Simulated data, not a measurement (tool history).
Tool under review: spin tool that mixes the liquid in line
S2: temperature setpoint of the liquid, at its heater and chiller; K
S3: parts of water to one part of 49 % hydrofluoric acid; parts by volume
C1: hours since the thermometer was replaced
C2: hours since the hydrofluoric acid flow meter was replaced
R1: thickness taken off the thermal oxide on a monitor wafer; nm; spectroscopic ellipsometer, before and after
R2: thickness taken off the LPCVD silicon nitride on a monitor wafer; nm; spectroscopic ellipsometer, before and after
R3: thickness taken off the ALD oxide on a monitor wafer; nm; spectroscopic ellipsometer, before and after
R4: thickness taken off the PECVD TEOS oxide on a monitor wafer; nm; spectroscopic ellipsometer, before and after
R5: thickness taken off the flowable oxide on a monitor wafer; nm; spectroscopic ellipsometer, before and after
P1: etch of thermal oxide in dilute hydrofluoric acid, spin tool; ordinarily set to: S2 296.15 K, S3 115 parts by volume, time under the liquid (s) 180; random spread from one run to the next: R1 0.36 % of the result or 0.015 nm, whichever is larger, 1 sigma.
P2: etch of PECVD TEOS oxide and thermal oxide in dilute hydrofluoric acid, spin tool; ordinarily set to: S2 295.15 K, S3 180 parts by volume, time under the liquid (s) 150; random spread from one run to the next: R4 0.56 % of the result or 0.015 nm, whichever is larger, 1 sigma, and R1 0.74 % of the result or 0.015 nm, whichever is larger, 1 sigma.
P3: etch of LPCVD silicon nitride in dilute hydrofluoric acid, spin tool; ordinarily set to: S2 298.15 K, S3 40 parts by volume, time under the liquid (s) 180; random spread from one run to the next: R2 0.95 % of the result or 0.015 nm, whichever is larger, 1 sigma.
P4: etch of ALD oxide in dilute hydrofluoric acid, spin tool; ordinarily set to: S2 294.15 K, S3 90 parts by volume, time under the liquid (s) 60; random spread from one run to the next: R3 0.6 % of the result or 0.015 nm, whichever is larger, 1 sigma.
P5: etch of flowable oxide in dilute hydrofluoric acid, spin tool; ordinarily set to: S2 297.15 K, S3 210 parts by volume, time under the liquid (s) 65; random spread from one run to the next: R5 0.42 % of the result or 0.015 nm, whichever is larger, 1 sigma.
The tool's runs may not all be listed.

Run 1, day 0.567: process that ran P1, S2 296.15 K, S3 115 parts by volume, time under the liquid (s) 180; C1 937.8; C2 67.5. Result: R1 7.1055 nm.
Run 2, day 0.983: process that ran P3, S2 298.15 K, S3 40 parts by volume, time under the liquid (s) 180; C1 947.8; C2 77.5. Result: R2 2.4034 nm.
Run 3, day 1.317: process that ran P1, S2 290.15 K, S3 175 parts by volume, time under the liquid (s) 180; C1 955.8; C2 85.5. Result: R1 3.4374 nm.
Run 4, day 1.675: process that ran P4, S2 294.15 K, S3 150 parts by volume, time under the liquid (s) 60; C1 964.4; C2 94.1. Result: R3 3.3549 nm.
Run 5, day 2.075: process that ran P1, S2 296.15 K, S3 115 parts by volume, time under the liquid (s) 180; C1 974; C2 103.7. Result: R1 7.0989 nm.
Run 6, day 2.408: process that ran P1, S2 296.15 K, S3 65 parts by volume, time under the liquid (s) 180; C1 982; C2 111.7. Result: R1 13.368 nm.
Run 7, day 2.783: process that ran P2, S2 295.15 K, S3 180 parts by volume, time under the liquid (s) 295; C1 991; C2 120.7. Result: R1 6.629 nm, R4 30.482 nm.
Run 8, day 3.208: process that ran P5, S2 297.15 K, S3 210 parts by volume, time under the liquid (s) 65; C1 1001.2; C2 130.9. Result: R5 11.571 nm.
Run 9, day 3.825: process that ran P1, S2 296.15 K, S3 115 parts by volume, time under the liquid (s) 45; C1 1016; C2 145.7. Result: R1 1.7608 nm.
Run 10, day 4.383: process that ran P5, S2 297.15 K, S3 210 parts by volume, time under the liquid (s) 100; C1 1029.4; C2 159.1. Result: R5 17.977 nm.
Run 11, day 4.983: process that ran P4, S2 294.15 K, S3 90 parts by volume, time under the liquid (s) 115; C1 1043.8; C2 173.5. Result: R3 11.379 nm.
Run 12, day 5.554: process that ran P5, S2 293.15 K, S3 210 parts by volume, time under the liquid (s) 65; C1 1057.5; C2 187.2. Result: R5 9.9141 nm.
Run 13, day 5.967: process that ran P1, S2 296.15 K, S3 115 parts by volume, time under the liquid (s) 330; C1 1067.4; C2 197.1. Result: R1 13.117 nm.
Run 14, day 6.354: process that ran P1, S2 296.15 K, S3 115 parts by volume, time under the liquid (s) 180; C1 1076.7; C2 206.4. Result: R1 7.1125 nm.
Run 15, day 6.954: process that ran P2, S2 295.15 K, S3 180 parts by volume, time under the liquid (s) 150; C1 1091.1; C2 220.8. Result: R1 3.3365 nm, R4 15.428 nm.
Run 16, day 7.462: process that ran P1, S2 296.15 K, S3 175 parts by volume, time under the liquid (s) 180; C1 1103.3; C2 233. Result: R1 4.3636 nm.
Run 17, day 7.938: process that ran P5, S2 297.15 K, S3 105 parts by volume, time under the liquid (s) 65; C1 1114.7; C2 244.4. Result: R5 26.295 nm.
Run 18, day 8.375: process that ran P1, S2 290.65 K, S3 115 parts by volume, time under the liquid (s) 180; C1 1125.2; C2 254.9. Result: R1 5.7276 nm.
Run 19, day 8.988: process that ran P1, S2 302.65 K, S3 115 parts by volume, time under the liquid (s) 180; C1 1139.9; C2 269.6. Result: R1 9.1143 nm.
Run 20, day 9.55: process that ran P2, S2 295.15 K, S3 270 parts by volume, time under the liquid (s) 150; C1 1153.4; C2 283.1. Result: R1 2.0538 nm, R4 9.4668 nm.
Run 21, day 10.104: process that ran P3, S2 298.15 K, S3 55 parts by volume, time under the liquid (s) 180; C1 1166.7; C2 296.4. Result: R2 1.7591 nm.
Run 22, day 10.65: process that ran P2, S2 295.15 K, S3 180 parts by volume, time under the liquid (s) 150; C1 1179.8; C2 309.5. Result: R1 3.3362 nm, R4 15.521 nm.
Run 23, day 10.942: process that ran P4, S2 299.65 K, S3 90 parts by volume, time under the liquid (s) 60; C1 1186.8; C2 316.5. Result: R3 7.4331 nm.

Run 24 has not been measured yet. What should we expect?
Run 24, day 11.233: process that ran P1, S2 296.15 K, S3 115 parts by volume, time under the liquid (s) 180; C1 1193.8; C2 323.5. Result: R1 ?.

Logged for run 24: R1 7.0687 nm.
